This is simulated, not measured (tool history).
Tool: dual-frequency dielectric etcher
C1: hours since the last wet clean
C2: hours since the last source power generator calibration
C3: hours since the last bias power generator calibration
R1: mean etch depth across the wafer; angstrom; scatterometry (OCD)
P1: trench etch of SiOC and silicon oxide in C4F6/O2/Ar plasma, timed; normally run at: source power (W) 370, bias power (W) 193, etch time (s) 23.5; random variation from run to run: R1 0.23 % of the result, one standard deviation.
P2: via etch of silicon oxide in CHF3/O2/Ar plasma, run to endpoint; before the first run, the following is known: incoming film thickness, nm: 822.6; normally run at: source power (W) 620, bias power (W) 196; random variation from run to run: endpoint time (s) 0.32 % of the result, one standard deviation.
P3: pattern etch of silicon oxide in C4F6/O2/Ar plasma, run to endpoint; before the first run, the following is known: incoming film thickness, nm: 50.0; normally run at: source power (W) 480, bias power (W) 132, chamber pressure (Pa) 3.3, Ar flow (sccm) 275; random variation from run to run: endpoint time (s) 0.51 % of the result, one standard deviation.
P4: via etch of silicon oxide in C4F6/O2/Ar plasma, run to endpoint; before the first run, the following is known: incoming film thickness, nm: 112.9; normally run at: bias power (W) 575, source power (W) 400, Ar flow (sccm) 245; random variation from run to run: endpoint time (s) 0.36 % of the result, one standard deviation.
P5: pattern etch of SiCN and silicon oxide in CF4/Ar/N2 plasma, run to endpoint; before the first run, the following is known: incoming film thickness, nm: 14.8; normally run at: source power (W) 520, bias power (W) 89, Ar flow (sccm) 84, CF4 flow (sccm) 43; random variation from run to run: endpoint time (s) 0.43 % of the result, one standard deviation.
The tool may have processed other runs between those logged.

run 1 day=0.158 | process_that_ran=P1 source_power_(W)=370 bias_power_(W)=193 etch_time_(s)=23.5 | C1=200.8 C2=434.8 C3=2878.7 | R1=452.44
run 2 day=0.288 | process_that_ran=P3 source_power_(W)=350 bias_power_(W)=132 chamber_pressure_(Pa)=3.3 Ar_flow_(sccm)=275 | C1=203.9 C2=437.9 C3=2881.8 | endpoint_time_(s)=17.182
run 3 day=0.383 | process_that_ran=P5 source_power_(W)=730 bias_power_(W)=89 Ar_flow_(sccm)=84 CF4_flow_(sccm)=43 | C1=206.2 C2=440.2 C3=2884.1 | endpoint_time_(s)=11.288
run 4 day=0.512 | process_that_ran=P3 source_power_(W)=480 bias_power_(W)=132 chamber_pressure_(Pa)=3.3 Ar_flow_(sccm)=275 | C1=209.3 C2=443.3 C3=2887.2 | endpoint_time_(s)=15.212
run 5 day=0.704 | process_that_ran=P5 source_power_(W)=520 bias_power_(W)=89 Ar_flow_(sccm)=84 CF4_flow_(sccm)=43 | C1=213.9 C2=447.9 C3=2891.8 | endpoint_time_(s)=15.224
run 6 day=0.812 | process_that_ran=P5 source_power_(W)=520 bias_power_(W)=89 Ar_flow_(sccm)=84 CF4_flow_(sccm)=43 | C1=216.5 C2=450.5 C3=2894.4 | endpoint_time_(s)=15.152
run 7 day=0.946 | process_that_ran=P4 source_power_(W)=400 bias_power_(W)=575 Ar_flow_(sccm)=245 | C1=219.7 C2=453.7 C3=2897.6 | endpoint_time_(s)=23.375
run 8 day=1.096 | process_that_ran=P1 source_power_(W)=370 bias_power_(W)=193 etch_time_(s)=23.5 | C1=223.3 C2=457.3 C3=2901.2 | R1=451.67
run 9 day=1.246 | process_that_ran=P2 source_power_(W)=620 bias_power_(W)=268 | C1=226.9 C2=460.9 C3=2904.8 | endpoint_time_(s)=356.220
run 10 day=1.388 | process_that_ran=P5 source_power_(W)=520 bias_power_(W)=53 Ar_flow_(sccm)=84 CF4_flow_(sccm)=43 | C1=230.3 C2=464.3 C3=2908.2 | endpoint_time_(s)=18.266
run 11 day=1.575 | process_that_ran=P4 source_power_(W)=400 bias_power_(W)=575 Ar_flow_(sccm)=329 | C1=234.8 C2=468.8 C3=2912.7 | endpoint_time_(s)=24.189
run 12 day=1.738 | process_that_ran=P2 source_power_(W)=620 bias_power_(W)=196 | C1=238.7 C2=472.7 C3=2916.6 | endpoint_time_(s)=397.590
run 13 day=1.925 | process_that_ran=P1 source_power_(W)=370 bias_power_(W)=193 etch_time_(s)=14.5 | C1=243.2 C2=477.2 C3=2921.1 | R1=279.64
run 14 day=2.112 | process_that_ran=P3 source_power_(W)=480 bias_power_(W)=132 chamber_pressure_(Pa)=3.3 Ar_flow_(sccm)=275 | C1=247.7 C2=481.7 C3=2925.6 | endpoint_time_(s)=15.162
run 15 day=2.238 | process_that_ran=P1 source_power_(W)=460 bias_power_(W)=193 etch_time_(s)=23.5 | C1=250.7 C2=484.7 C3=2928.6 | R1=491.49
run 16 day=2.425 | process_that_ran=P1 source_power_(W)=370 bias_power_(W)=193 etch_time_(s)=23.5 | C1=255.2 C2=489.2 C3=2933.1 | R1=451.00
run 17 day=2.554 | process_that_ran=P1 source_power_(W)=250 bias_power_(W)=193 etch_time_(s)=14.5 | C1=258.3 C2=492.3 C3=2936.2 | R1=239.52
run 18 day=2.654 | process_that_ran=P3 source_power_(W)=480 bias_power_(W)=181 chamber_pressure_(Pa)=3.3 Ar_flow_(sccm)=275 | C1=260.7 C2=494.7 C3=2938.6 | endpoint_time_(s)=13.790
run 19 day=2.775 | process_that_ran=P1 source_power_(W)=370 bias_power_(W)=193 etch_time_(s)=35.0 | C1=263.6 C2=497.6 C3=2941.5 | R1=674.90
run 20 day=2.921 | process_that_ran=P1 source_power_(W)=370 bias_power_(W)=118 etch_time_(s)=23.5 | C1=267.1 C2=501.1 C3=2945.0 | R1=391.05
run 21 day=3.038 | process_that_ran=P1 source_power_(W)=250 bias_power_(W)=193 etch_time_(s)=23.5 | C1=269.9 C2=503.9 C3=2947.8 | R1=388.49
run 22 day=3.158 | process_that_ran=P2 source_power_(W)=840 bias_power_(W)=196 | C1=272.8 C2=506.8 C3=2950.7 | endpoint_time_(s)=353.620
run 23 day=3.267 | process_that_ran=P4 source_power_(W)=540 bias_power_(W)=575 Ar_flow_(sccm)=245 | C1=275.4 C2=509.4 C3=2953.3 | endpoint_time_(s)=20.902
run 24 day=3.379 | process_that_ran=P4 source_power_(W)=400 bias_power_(W)=575 Ar_flow_(sccm)=245 | C1=278.1 C2=512.1 C3=2956.0 | endpoint_time_(s)=23.329
run 25 day=3.512 | process_that_ran=P1 source_power_(W)=370 bias_power_(W)=193 etch_time_(s)=23.5 | C1=281.3 C2=515.3 C3=2959.2 | R1=451.98
run 26 day=3.642 | process_that_ran=P1 source_power_(W)=370 bias_power_(W)=260 etch_time_(s)=23.5 | C1=284.4 C2=518.4 C3=2962.3 | R1=501.35
-- day=3.788 source power generator calibrated
run 27 day=3.800 | process_that_ran=P5 source_power_(W)=520 bias_power_(W)=89 Ar_flow_(sccm)=49 CF4_flow_(sccm)=43 | C1=288.2 C2=0.4 C3=2966.1 | endpoint_time_(s)=13.994
run 28 day=3.971 | process_that_ran=P4 source_power_(W)=400 bias_power_(W)=402 Ar_flow_(sccm)=245 | C1=292.3 C2=4.5 C3=2970.2 | endpoint_time_(s)=26.941
run 29 day=4.146 | process_that_ran=P3 source_power_(W)=480 bias_power_(W)=132 chamber_pressure_(Pa)=4.5 Ar_flow_(sccm)=275 | C1=296.5 C2=8.7 C3=2974.4 | endpoint_time_(s)=15.804
run 30 day=4.350 | process_that_ran=P1 source_power_(W)=280 bias_power_(W)=244 etch_time_(s)=23.5 | C1=301.4 C2=13.6 C3=2979.3 | R1=437.78
run 31 day=4.546 | process_that_ran=P2 source_power_(W)=620 bias_power_(W)=196 | C1=306.1 C2=18.3 C3=2984.0 | endpoint_time_(s)=398.880
run 32 day=4.667 | process_that_ran=P1 source_power_(W)=290 bias_power_(W)=241 etch_time_(s)=23.5 | C1=309.0 C2=21.2 C3=2986.9 | R1=441.94
run 33 day=4.783 | process_that_ran=P5 source_power_(W)=520 bias_power_(W)=89 Ar_flow_(sccm)=84 CF4_flow_(sccm)=52 | C1=311.8 C2=24.0 C3=2989.7 | endpoint_time_(s)=14.695
run 34 day=4.904 | process_that_ran=P3 source_power_(W)=480 bias_power_(W)=132 chamber_pressure_(Pa)=3.3 Ar_flow_(sccm)=380 | C1=314.7 C2=26.9 C3=2992.6 | endpoint_time_(s)=15.863
run 35 day=5.038 | process_that_ran=P1 source_power_(W)=370 bias_power_(W)=193 etch_time_(s)=23.5 | C1=317.9 C2=30.1 C3=2995.8 | R1=452.22
run 36 day=5.129 | process_that_ran=P1 source_power_(W)=370 bias_power_(W)=193 etch_time_(s)=23.5 | C1=320.1 C2=32.3 C3=2998.0 | R1=449.70
run 37 day=5.333 | process_that_ran=P1 source_power_(W)=370 bias_power_(W)=193 etch_time_(s)=23.5 | C1=325.0 C2=37.2 C3=3002.9 | R1=445.05
run 38 day=5.425 | process_that_ran=P1 source_power_(W)=370 bias_power_(W)=193 etch_time_(s)=23.5 | C1=327.2 C2=39.4 C3=3005.1 | R1=444.73
-- day=5.458 wet clean of the chamber
run 39 day=5.521 | process_that_ran=P1 source_power_(W)=370 bias_power_(W)=193 etch_time_(s)=23.5 | C1=1.5 C2=41.7 C3=3007.4 | R1=445.49
run 40 day=5.708 | process_that_ran=P1 source_power_(W)=370 bias_power_(W)=193 etch_time_(s)=23.5 | C1=6.0 C2=46.2 C3=3011.9 | R1=444.70
run 41 day=5.833 | process_that_ran=P1 source_power_(W)=370 bias_power_(W)=193 etch_time_(s)=23.5 | C1=9.0 C2=49.2 C3=3014.9 | R1=444.32

Something has made what P1 gives creep away from where it was; the 2 causes below, each at its own stated size, fit the log equally well:
A: bias power that arrives under what is set, % = 4.78
B: source power that arrives under what is set, % = 3.99
Creep in the process output first set in at about day 5.038.
Each remaining cause and why it is not a fit:
chamber walls in a state that lowers the etch rate, %: serviced after onset, at day 5.458, with no recovery of the prior output

Consider the 4 check runs below, whose results appear as question marks and each of which averages 3 wafers. Which one distinguishes the causes, in that each cause would give it a clearly different result?
run check 1 day=5.958 | process_that_ran=P4 source_power_(W)=480 bias_power_(W)=575 Ar_flow_(sccm)=297 | endpoint_time_(s)=?
run check 2 day=5.958 | process_that_ran=P5 source_power_(W)=650 bias_power_(W)=54 Ar_flow_(sccm)=84 CF4_flow_(sccm)=43 | endpoint_time_(s)=?
run check 3 day=5.958 | process_that_ran=P3 source_power_(W)=370 bias_power_(W)=132 chamber_pressure_(Pa)=3.3 Ar_flow_(sccm)=275 | endpoint_time_(s)=?
run check 4 day=5.958 | process_that_ran=P2 source_power_(W)=620 bias_power_(W)=262 | endpoint_time_(s)=?

How each check would come out, cause by cause:
check=check_1 result=endpoint_time_(s) if_A=22.823 if_B=22.744
check=check_2 result=endpoint_time_(s) if_A=15.063 if_B=15.373
check=check_3 result=endpoint_time_(s) if_A=17.117 if_B=17.147
check=check_4 result=endpoint_time_(s) if_A=364.950 if_B=364.120
How far apart the two closest causes lie, in the result that separates them most: check 1 0.35 %; check 2 2.04 %; check 3 0.17 %; check 4 0.23 %
The causes can be told apart only by check 2. The other checks would give nearly the same results under each of them.

Running check 2 produced the following: endpoint time (s) 15.062. Which one of the listed causes fits?

It was cause A: bias power that arrives under what is set, %.
